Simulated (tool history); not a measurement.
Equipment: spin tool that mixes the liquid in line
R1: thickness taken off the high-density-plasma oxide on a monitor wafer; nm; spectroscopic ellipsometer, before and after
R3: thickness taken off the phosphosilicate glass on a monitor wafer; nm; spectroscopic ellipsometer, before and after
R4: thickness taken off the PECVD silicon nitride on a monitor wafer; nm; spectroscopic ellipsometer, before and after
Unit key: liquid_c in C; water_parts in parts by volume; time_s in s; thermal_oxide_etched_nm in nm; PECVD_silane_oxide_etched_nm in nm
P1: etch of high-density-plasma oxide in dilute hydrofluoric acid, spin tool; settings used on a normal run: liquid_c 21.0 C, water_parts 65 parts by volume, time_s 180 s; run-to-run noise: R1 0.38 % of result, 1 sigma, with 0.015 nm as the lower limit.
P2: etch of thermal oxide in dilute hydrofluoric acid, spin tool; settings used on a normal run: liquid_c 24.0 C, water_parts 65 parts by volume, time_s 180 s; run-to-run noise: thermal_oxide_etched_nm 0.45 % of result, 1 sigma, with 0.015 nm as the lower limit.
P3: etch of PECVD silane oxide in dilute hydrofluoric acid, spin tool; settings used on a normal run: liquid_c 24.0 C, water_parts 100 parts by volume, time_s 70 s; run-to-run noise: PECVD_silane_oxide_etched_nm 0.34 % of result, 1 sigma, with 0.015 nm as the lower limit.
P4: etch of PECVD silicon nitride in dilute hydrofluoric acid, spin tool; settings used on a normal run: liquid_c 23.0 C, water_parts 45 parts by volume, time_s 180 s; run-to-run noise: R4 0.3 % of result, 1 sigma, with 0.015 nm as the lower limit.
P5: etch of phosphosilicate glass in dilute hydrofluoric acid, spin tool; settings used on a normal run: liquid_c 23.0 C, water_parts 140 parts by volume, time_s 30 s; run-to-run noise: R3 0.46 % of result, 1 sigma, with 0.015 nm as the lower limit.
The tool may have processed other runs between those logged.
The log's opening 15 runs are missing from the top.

run 16 hour=55.7 | process=P1 liquid_c=21.0 water_parts=20 time_s=180 | R1=99.813
run 17 hour=59.8 | process=P2 liquid_c=24.0 water_parts=65 time_s=180 | thermal_oxide_etched_nm=13.7920
run 18 hour=62.2 | process=P1 liquid_c=17.0 water_parts=65 time_s=180 | R1=24.404
run 19 hour=64.6 | process=P1 liquid_c=21.0 water_parts=65 time_s=330 | R1=53.466
run 20 hour=68.0 | process=P1 liquid_c=21.0 water_parts=65 time_s=180 | R1=29.004
run 21 hour=72.2 | process=P2 liquid_c=28.5 water_parts=65 time_s=180 | thermal_oxide_etched_nm=16.5430
run 22 hour=76.1 | process=P5 liquid_c=23.0 water_parts=140 time_s=30 | R3=13.5790
run 23 hour=80.5 | process=P1 liquid_c=21.0 water_parts=65 time_s=180 | R1=28.907
run 24 hour=83.3 | process=P4 liquid_c=23.0 water_parts=45 time_s=30 | R4=2.2788

Run 25 comes next. What will it give?
run 25 hour=85.9 | process=P1 liquid_c=21.0 water_parts=65 time_s=180 | R1=?

{"run 25": {"R1": 29.118}}

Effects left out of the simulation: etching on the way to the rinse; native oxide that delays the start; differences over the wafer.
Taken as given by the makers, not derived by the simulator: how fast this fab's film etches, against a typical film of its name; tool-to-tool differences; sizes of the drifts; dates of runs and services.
